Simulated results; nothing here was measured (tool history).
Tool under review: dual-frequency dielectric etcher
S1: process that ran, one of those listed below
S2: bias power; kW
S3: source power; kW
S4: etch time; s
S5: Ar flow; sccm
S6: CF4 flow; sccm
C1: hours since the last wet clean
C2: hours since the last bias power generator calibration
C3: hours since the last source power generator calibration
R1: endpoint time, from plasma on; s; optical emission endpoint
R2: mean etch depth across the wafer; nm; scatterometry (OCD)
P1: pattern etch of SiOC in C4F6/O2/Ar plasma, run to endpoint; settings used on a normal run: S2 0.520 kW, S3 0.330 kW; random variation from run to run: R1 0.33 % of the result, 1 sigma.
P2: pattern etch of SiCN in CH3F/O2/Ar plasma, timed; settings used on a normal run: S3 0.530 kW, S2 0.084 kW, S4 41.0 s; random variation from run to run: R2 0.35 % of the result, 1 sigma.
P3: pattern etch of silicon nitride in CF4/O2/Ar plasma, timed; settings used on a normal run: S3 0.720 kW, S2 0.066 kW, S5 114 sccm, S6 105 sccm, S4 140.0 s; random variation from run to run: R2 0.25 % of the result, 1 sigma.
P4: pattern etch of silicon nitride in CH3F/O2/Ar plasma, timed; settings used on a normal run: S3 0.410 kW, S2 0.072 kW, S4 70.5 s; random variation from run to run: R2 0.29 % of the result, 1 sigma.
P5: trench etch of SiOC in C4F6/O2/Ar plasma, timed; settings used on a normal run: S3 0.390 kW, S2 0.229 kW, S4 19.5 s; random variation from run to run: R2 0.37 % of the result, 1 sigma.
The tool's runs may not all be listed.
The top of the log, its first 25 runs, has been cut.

run    day  S1     S2     S3     S4   S5   S6     C1      C2      C3       R1        R2
 26  4.433  P5  0.229  0.390   19.5             87.2  1570.2  3057.8            43.8910
 27  4.600  P5  0.229  0.390   19.5             91.2  1574.2  3061.8            44.4710
 28  4.733  P3  0.066  0.720  140.0  114  105   94.4  1577.4  3065.0           405.5300
 29  4.883  P3  0.066  0.720  140.0  114  105   98.0  1581.0  3068.6           404.4300
 30  4.992  P3  0.066  0.470  140.0  114  105  100.6  1583.6  3071.2           281.5900
 31  5.129  P1  0.520  0.330                   103.9  1586.9  3074.5  10.7570
 32  5.308  P3  0.066  0.720  140.0  146  105  108.2  1591.2  3078.8           393.5400
 33  5.475  P1  0.614  0.280                   112.2  1595.2  3082.8  10.6190
 34  5.575  P4  0.072  0.410  105.5            114.6  1597.6  3085.2            75.6580
 35  5.762  P1  0.520  0.330                   119.1  1602.1  3089.7  10.7130
 36  5.958  P1  0.520  0.330                   123.8  1606.8  3094.4  10.5100
 37  6.146  P1  0.520  0.330                   128.3  1611.3  3098.9  10.4910
 38  6.371  P1  0.520  0.330                   133.7  1616.7  3104.3  10.5710

Forecast run 39:
     6.558  -- wet clean of the chamber
 39  6.575  P1  0.520  0.330              0.5  1621.6  3109.2   ?

Run 39 yielded R1 10.4910 s.
